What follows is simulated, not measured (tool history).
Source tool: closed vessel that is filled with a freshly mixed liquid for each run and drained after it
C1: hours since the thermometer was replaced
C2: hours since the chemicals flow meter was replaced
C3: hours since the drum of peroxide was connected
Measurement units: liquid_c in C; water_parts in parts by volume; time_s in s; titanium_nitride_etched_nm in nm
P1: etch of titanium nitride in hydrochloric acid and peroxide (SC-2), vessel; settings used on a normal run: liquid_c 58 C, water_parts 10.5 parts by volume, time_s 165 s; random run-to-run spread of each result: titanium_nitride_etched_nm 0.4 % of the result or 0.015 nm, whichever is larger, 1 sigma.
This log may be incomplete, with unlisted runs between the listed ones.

Run 1, hour 7.1: liquid_c 58 C, water_parts 10.5 parts by volume, time_s 165 s; C1 1309.2; C2 502.9; C3 127.8. Result: titanium_nitride_etched_nm 9.1535 nm.
Run 2, hour 10.9: liquid_c 58 C, water_parts 4 parts by volume, time_s 165 s; C1 1313; C2 506.7; C3 131.6. Result: titanium_nitride_etched_nm 19.133 nm.
Run 3, hour 15.6: liquid_c 58 C, water_parts 10.5 parts by volume, time_s 165 s; C1 1317.7; C2 511.4; C3 136.3. Result: titanium_nitride_etched_nm 9.2078 nm.
Run 4, hour 20.4: liquid_c 44 C, water_parts 10.5 parts by volume, time_s 165 s; C1 1322.5; C2 516.2; C3 141.1. Result: titanium_nitride_etched_nm 3.6383 nm.
Run 5, hour 24.2: liquid_c 58 C, water_parts 10.5 parts by volume, time_s 165 s; C1 1326.3; C2 520; C3 144.9. Result: titanium_nitride_etched_nm 9.1754 nm.
Run 6, hour 30.7: liquid_c 58 C, water_parts 10.5 parts by volume, time_s 290 s; C1 1332.8; C2 526.5; C3 151.4. Result: titanium_nitride_etched_nm 16.062 nm.
Run 7, hour 36.3: liquid_c 58 C, water_parts 10.5 parts by volume, time_s 165 s; C1 1338.4; C2 532.1; C3 157. Result: titanium_nitride_etched_nm 9.1849 nm.
Run 8, hour 41.4: liquid_c 66.5 C, water_parts 10.5 parts by volume, time_s 65 s; C1 1343.5; C2 537.2; C3 162.1. Result: titanium_nitride_etched_nm 6.1247 nm.
Run 9, hour 48.7: liquid_c 58 C, water_parts 10.5 parts by volume, time_s 165 s; C1 1350.8; C2 544.5; C3 169.4. Result: titanium_nitride_etched_nm 9.1097 nm.
Run 10, hour 55.3: liquid_c 58 C, water_parts 10.5 parts by volume, time_s 70 s; C1 1357.4; C2 551.1; C3 176. Result: titanium_nitride_etched_nm 3.8642 nm.
Run 11, hour 62.2: liquid_c 58 C, water_parts 10.5 parts by volume, time_s 165 s; C1 1364.3; C2 558; C3 182.9. Result: titanium_nitride_etched_nm 9.125 nm.
Run 12, hour 67.2: liquid_c 72 C, water_parts 10.5 parts by volume, time_s 165 s; C1 1369.3; C2 563; C3 187.9. Result: titanium_nitride_etched_nm 21.393 nm.

Run 13 has not been measured yet. What should we expect?
Run 13, hour 71.9: liquid_c 58 C, water_parts 18.5 parts by volume, time_s 165 s; C1 1374; C2 567.7; C3 192.6. Result: titanium_nitride_etched_nm ?.

{"run 13": {"titanium_nitride_etched_nm": 5.6139}}
